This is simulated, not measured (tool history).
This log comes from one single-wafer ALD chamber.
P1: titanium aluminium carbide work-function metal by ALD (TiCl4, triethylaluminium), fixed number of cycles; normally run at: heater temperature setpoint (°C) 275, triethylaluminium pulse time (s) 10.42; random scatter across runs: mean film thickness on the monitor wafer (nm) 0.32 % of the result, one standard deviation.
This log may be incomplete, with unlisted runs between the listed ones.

run,hour,heater temperature setpoint (°C),triethylaluminium pulse time (s),mean film thickness on the monitor wafer (nm)
1,8.1,275,10.42,1.7392
2,16.1,250,10.42,1.5497
# hour 26.3: triethylaluminium bottle replaced
3,30.4,275,4.15,1.3654
4,43.8,275,10.42,1.7442
5,55.3,275,10.42,1.7453
6,69.7,275,10.42,1.7372
7,77.4,275,10.42,1.7571
8,86.5,255,6.56,1.4629
9,97.0,275,16.98,1.8013
10,107.3,297,10.42,1.9306
11,117.5,275,10.42,1.7434
12,128.1,275,10.42,1.7437
13,135.1,275,10.42,1.7302
14,145.1,275,10.42,1.7202
15,154.4,275,10.42,1.7097
16,165.4,275,10.42,1.7042
17,180.0,275,10.42,1.7013
18,189.1,275,10.42,1.7090
19,201.6,275,10.42,1.7178

P1 no longer gives what it gave before; its output has crept away from where it was. The following 2 causes, each at its listed size, fit the log equally well:
A: wafer temperature below the value expected at the setpoint (K) = 5.01
B: triethylaluminium dose below that of a fresh bottle (%) = 17
Onset of the creep was near hour 117.5.

Of the 4 check runs listed below, each run on one wafer and each result written as a question mark, which would let you distinguish the listed causes because they would give clearly different results?
check 1,214.1,252,16.66,?
check 2,214.1,265,10.42,?
check 3,214.1,290,10.42,?
check 4,214.1,290,4.33,?

Predicted outcomes, by check and by cause:
check,result,if A,if B
check 1,mean film thickness on the monitor wafer (nm),1.5811,1.5891
check 2,mean film thickness on the monitor wafer (nm),1.6234,1.6247
check 3,mean film thickness on the monitor wafer (nm),1.8302,1.8278
check 4,mean film thickness on the monitor wafer (nm),1.4592,1.3678
Separation of the two closest causes in each check, using whichever result separates them best: check 1 0.51 %; check 2 0.08 %; check 3 0.14 %; check 4 6.47 %
Only in check 4 would the causes give clearly different results; in the remaining checks their results would be nearly the same.

Check 4 was then run and gave: mean film thickness on the monitor wafer (nm) 1.3581. Which cause is it?

Of the candidate causes, it is B: triethylaluminium dose below that of a fresh bottle (%).
